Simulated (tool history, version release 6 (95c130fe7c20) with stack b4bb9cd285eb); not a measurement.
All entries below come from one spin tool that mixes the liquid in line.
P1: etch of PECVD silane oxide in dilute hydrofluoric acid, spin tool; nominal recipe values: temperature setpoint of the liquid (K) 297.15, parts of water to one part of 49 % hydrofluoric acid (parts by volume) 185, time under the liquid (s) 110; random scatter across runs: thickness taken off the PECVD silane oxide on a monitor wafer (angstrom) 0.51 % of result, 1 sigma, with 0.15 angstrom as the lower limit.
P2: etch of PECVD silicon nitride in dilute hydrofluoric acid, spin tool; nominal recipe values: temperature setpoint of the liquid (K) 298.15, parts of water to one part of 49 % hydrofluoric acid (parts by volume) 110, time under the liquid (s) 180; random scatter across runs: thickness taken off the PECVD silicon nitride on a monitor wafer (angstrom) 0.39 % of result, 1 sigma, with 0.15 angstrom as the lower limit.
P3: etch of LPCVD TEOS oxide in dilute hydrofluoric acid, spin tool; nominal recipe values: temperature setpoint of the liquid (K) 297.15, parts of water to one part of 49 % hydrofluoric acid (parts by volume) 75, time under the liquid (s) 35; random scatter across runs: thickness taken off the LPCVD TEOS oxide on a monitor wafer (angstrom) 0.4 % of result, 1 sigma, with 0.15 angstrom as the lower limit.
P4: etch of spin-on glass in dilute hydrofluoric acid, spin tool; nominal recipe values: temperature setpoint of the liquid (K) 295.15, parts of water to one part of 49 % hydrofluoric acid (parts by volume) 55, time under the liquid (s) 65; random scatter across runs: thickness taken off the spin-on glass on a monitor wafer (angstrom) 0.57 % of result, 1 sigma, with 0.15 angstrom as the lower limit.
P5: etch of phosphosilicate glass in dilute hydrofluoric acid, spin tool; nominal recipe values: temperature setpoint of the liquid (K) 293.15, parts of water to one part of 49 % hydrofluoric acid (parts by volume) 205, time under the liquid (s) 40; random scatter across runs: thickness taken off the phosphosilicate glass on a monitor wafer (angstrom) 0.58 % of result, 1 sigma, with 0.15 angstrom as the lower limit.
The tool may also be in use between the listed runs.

run	hour	process that ran	temperature setpoint of the liquid (K)	parts of water to one part of 49 % hydrofluoric acid (parts by volume)	time under the liquid (s)	hours since the thermometer was replaced	hours since the hydrofluoric acid flow meter was replaced	thickness taken off the PECVD silane oxide on a monitor wafer (angstrom)	thickness taken off the phosphosilicate glass on a monitor wafer (angstrom)	thickness taken off the spin-on glass on a monitor wafer (angstrom)	thickness taken off the PECVD silicon nitride on a monitor wafer (angstrom)	thickness taken off the LPCVD TEOS oxide on a monitor wafer (angstrom)
1	4.8	P1	297.15	185	110	697.6	1128	140.59				
2	9.9	P5	293.15	205	70	702.7	1133.1		527.76			
3	15.4	P1	297.15	95	110	708.2	1138.6	307.1				
4	20.7	P1	304.15	185	45	713.5	1143.9	73.893				
5	28.5	P4	290.15	55	65	721.3	1151.7			295.35		
6	33.9	P2	298.15	110	180	726.7	1157.1				52.493	
7	42.3	P3	303.65	75	35	735.1	1165.5					105.04
8	46.9	P1	290.15	185	110	739.7	1170.1	108.36				
9	52.3	P1	297.15	185	110	745.1	1175.5	140.18				
10	56.7	P1	297.15	185	110	749.5	1179.9	141.97				
11	64.8	P1	297.15	285	110	757.6	1188	83.046				
12	72.7	P1	297.15	185	110	765.5	1195.9	141.53				
13	78.8	P1	297.15	185	160	771.6	1202	206.13				
14	83.9	P3	297.15	75	15	776.7	1207.1					35.121
15	87.7	P5	293.15	35	40	780.5	1210.9		2082.7			
16	94.2	P3	297.15	75	35	787	1217.4					82.279
17	99.9	P1	297.15	185	110	792.7	1223.1	141.37				
18	106.7	P5	299.15	205	40	799.5	1229.9		375.91			
19	115	P2	298.15	20	180	807.8	1238.2				276.61	
20	119.6	P1	304.15	305	110	812.4	1242.8	96.063				
21	123.4	P3	297.15	135	35	816.2	1246.6					42.192
# hour 124.6: thermometer replaced
22	130.2	P5	293.15	205	40	5.7	1253.4		301.71			
23	134.6	P2	298.15	110	325	10.1	1257.8				94.295	
24	140.1	P1	302.15	185	110	15.6	1263.3	169.04				
25	147.7	P2	304.65	110	180	23.2	1270.9				78.573	
26	153	P2	298.15	110	180	28.5	1276.2				51.904	
27	159.7	P4	295.15	30	65	35.2	1282.9			687.69		
28	166.3	P4	295.15	55	65	41.8	1289.5			363.41		
29	171.8	P5	293.15	205	40	47.3	1295		301.18			
30	178	P4	295.15	55	120	53.5	1301.2			682.18		
31	183.8	P1	297.15	185	30	59.3	1307	38.512				

The next listed run, before its measurement:
32	191.8	P1	297.15	185	110	67.3	1315	?				

{"run 32": {"thickness taken off the PECVD silane oxide on a monitor wafer (angstrom)": 141.76}}
